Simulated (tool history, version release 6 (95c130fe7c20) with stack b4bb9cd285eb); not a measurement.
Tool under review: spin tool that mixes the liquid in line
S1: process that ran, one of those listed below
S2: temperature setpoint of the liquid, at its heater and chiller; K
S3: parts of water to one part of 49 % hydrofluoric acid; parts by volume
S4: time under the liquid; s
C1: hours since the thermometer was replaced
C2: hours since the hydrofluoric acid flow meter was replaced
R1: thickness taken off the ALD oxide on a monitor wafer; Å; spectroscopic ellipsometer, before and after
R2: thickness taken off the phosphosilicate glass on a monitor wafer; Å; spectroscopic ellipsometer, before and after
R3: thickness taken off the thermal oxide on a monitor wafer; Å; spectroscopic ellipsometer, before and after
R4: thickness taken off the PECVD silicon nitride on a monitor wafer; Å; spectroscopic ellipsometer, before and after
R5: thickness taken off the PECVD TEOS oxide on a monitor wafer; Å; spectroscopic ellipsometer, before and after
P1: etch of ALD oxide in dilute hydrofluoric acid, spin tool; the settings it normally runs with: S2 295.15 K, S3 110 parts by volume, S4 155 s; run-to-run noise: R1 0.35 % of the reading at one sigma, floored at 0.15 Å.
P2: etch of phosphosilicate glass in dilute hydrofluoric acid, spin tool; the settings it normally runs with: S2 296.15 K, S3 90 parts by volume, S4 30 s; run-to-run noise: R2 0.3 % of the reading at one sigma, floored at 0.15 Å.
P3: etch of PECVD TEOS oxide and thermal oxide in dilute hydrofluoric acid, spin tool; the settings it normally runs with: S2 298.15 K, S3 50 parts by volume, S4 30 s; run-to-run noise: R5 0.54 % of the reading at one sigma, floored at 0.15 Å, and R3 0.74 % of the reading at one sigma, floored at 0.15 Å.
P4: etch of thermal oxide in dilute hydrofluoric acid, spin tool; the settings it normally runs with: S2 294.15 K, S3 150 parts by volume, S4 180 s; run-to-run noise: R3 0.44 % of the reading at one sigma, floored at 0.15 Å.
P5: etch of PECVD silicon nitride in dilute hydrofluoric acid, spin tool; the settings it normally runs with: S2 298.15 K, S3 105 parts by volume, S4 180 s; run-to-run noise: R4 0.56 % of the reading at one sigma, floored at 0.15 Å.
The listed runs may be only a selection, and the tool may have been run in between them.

| run | hour | S1 | S2 | S3 | S4 | C1 | C2 | R1 | R2 | R3 | R4 | R5 |
|---|---|---|---|---|---|---|---|---|---|---|---|---|
| 1 | 4.8 | P1 | 295.15 | 110 | 155 | 645.5 | 240.7 | 209.5 |  |  |  |  |
| 2 | 7.4 | P2 | 290.15 | 90 | 30 | 648.1 | 243.3 |  | 231.45 |  |  |  |
| 3 | 12.2 | P4 | 294.15 | 270 | 180 | 652.9 | 248.1 |  |  | 24.591 |  |  |
| 4 | 16.4 | P2 | 296.15 | 90 | 30 | 657.1 | 252.3 |  | 297.71 |  |  |  |
| 5 | 21.3 | P1 | 295.15 | 110 | 155 | 662 | 257.2 | 209.27 |  |  |  |  |
| 6 | 26.5 | P4 | 294.15 | 150 | 60 | 667.2 | 262.4 |  |  | 16.613 |  |  |
| 7 | 31.4 | P1 | 295.15 | 110 | 155 | 672.1 | 267.3 | 209.51 |  |  |  |  |
| 8 | 35.4 | P1 | 302.65 | 110 | 155 | 676.1 | 271.3 | 281.6 |  |  |  |  |
| 9 | 38.1 | P5 | 302.15 | 105 | 180 | 678.8 | 274 |  |  |  | 106.78 |  |
| 10 | 42 | P1 | 295.15 | 110 | 75 | 682.7 | 277.9 | 102.13 |  |  |  |  |
| 11 | 47.5 | P3 | 306.15 | 50 | 30 | 688.2 | 283.4 |  |  | 45.526 |  | 156.18 |
| 12 | 52.8 | P1 | 295.15 | 30 | 155 | 693.5 | 288.7 | 848.06 |  |  |  |  |
| 13 | 57.4 | P2 | 296.15 | 155 | 30 | 698.1 | 293.3 |  | 161.43 |  |  |  |
| 14 | 60.1 | P1 | 302.65 | 110 | 15 | 700.8 | 296 | 27.29 |  |  |  |  |
| 15 | 62.8 | P4 | 294.15 | 150 | 180 | 703.5 | 298.7 |  |  | 50.032 |  |  |
| 16 | 65.4 | P2 | 296.15 | 90 | 15 | 706.1 | 301.3 |  | 149.35 |  |  |  |
| 17 | 70.4 | P5 | 298.15 | 45 | 180 | 711.1 | 306.3 |  |  |  | 191.08 |  |
| 18 | 75.2 | P5 | 298.15 | 105 | 85 | 715.9 | 311.1 |  |  |  | 39.203 |  |
| 19 | 79.8 | P1 | 290.15 | 110 | 155 | 720.5 | 315.7 | 172.48 |  |  |  |  |
| 20 | 83.4 | P4 | 290.15 | 150 | 180 | 724.1 | 319.3 |  |  | 42.737 |  |  |
| 21 | 88.4 | P3 | 298.15 | 50 | 30 | 729.1 | 324.3 |  |  | 32.348 |  | 114.46 |
| 22 | 93.3 | P3 | 298.15 | 50 | 30 | 734 | 329.2 |  |  | 32.738 |  | 113.29 |
| 23 | 96.2 | P3 | 298.15 | 90 | 30 | 736.9 | 332.1 |  |  | 17.13 |  | 59.985 |
| 24 | 100.2 | P1 | 295.15 | 110 | 155 | 740.9 | 336.1 | 211.1 |  |  |  |  |
| 25 | 104.2 | P1 | 295.15 | 200 | 155 | 744.9 | 340.1 | 104.53 |  |  |  |  |
| 26 | 108.3 | P3 | 298.15 | 50 | 60 | 749 | 344.2 |  |  | 65.318 |  | 228.05 |
| 27 | 113.2 | P1 | 295.15 | 110 | 155 | 753.9 | 349.1 | 209.65 |  |  |  |  |
| 28 | 118 | P1 | 295.15 | 110 | 235 | 758.7 | 353.9 | 317.38 |  |  |  |  |
| 29 | 123.2 | P1 | 295.15 | 110 | 155 | 763.9 | 359.1 | 210 |  |  |  |  |
| 30 | 125.6 | P5 | 298.15 | 105 | 180 | 766.3 | 361.5 |  |  |  | 82.548 |  |
| 31 | 130 | P1 | 295.15 | 110 | 155 | 770.7 | 365.9 | 209.59 |  |  |  |  |
| 32 | 133 | P1 | 295.15 | 110 | 155 | 773.7 | 368.9 | 214.42 |  |  |  |  |
| 33 | 138.5 | P1 | 295.15 | 110 | 155 | 779.2 | 374.4 | 221.17 |  |  |  |  |
| 34 | 143.7 | P1 | 295.15 | 110 | 155 | 784.4 | 379.6 | 224.44 |  |  |  |  |
| 35 | 146.3 | P1 | 295.15 | 110 | 155 | 787 | 382.2 | 224.56 |  |  |  |  |
| 36 | 151.7 | P1 | 295.15 | 110 | 155 | 792.4 | 387.6 | 226.41 |  |  |  |  |
| 37 | 157 | P1 | 295.15 | 110 | 155 | 797.7 | 392.9 | 226.29 |  |  |  |  |
| 38 | 161.7 | P1 | 295.15 | 110 | 155 | 802.4 | 397.6 | 226.81 |  |  |  |  |
| 39 | 167.1 | P1 | 295.15 | 110 | 155 | 807.8 | 403 | 226.49 |  |  |  |  |
| 40 | 171.4 | P1 | 295.15 | 110 | 155 | 812.1 | 407.3 | 227.2 |  |  |  |  |
| 41 | 174.1 | P1 | 295.15 | 110 | 155 | 814.8 | 410 | 226.56 |  |  |  |  |

The output of P1 has drifted from where it used to be. Each of the 2 causes below, taken at the size shown beside it, accounts for the log equally well:
A: liquid hotter than its thermometer reads (K) = 2.01
B: hydrofluoric acid flow above the setpoint (%) = 7.36
The gradual shift began around hour 130.

Below are 4 check runs, each on a single wafer, with their results shown as question marks. Which of them would tell the listed causes apart, meaning the causes would give clearly different results under it?
| check 1 | 176.8 | P5 | 302.15 | 105 | 180 |  |  |  |  |  | ? |  |
| check 2 | 176.8 | P4 | 294.15 | 255 | 180 |  |  |  |  | ? |  |  |
| check 3 | 176.8 | P3 | 302.65 | 50 | 45 |  |  |  |  | ? |  | ? |
| check 4 | 176.8 | P2 | 290.15 | 130 | 30 |  |  |  | ? |  |  |  |

How each check would come out, cause by cause:
| check | result | if A | if B |
|---|---|---|---|
| check 1 | R4 | 121.58 | 115.12 |
| check 2 | R3 | 28.381 | 28.79 |
| check 3 | R3 | 63.821 | 63.676 |
| check 3 | R5 | 219.69 | 219.2 |
| check 4 | R2 | 168.06 | 167.62 |
Per-check spread between the two closest causes, in the result where they differ most: check 1 5.46 %; check 2 1.43 %; check 3 0.23 %; check 4 0.26 %
Check 1 tells the causes apart: in the others they would give nearly the same result.

Check 1 was then run and gave: R4 116.64 Å. Which cause is it?

It was cause B: hydrofluoric acid flow above the setpoint (%).
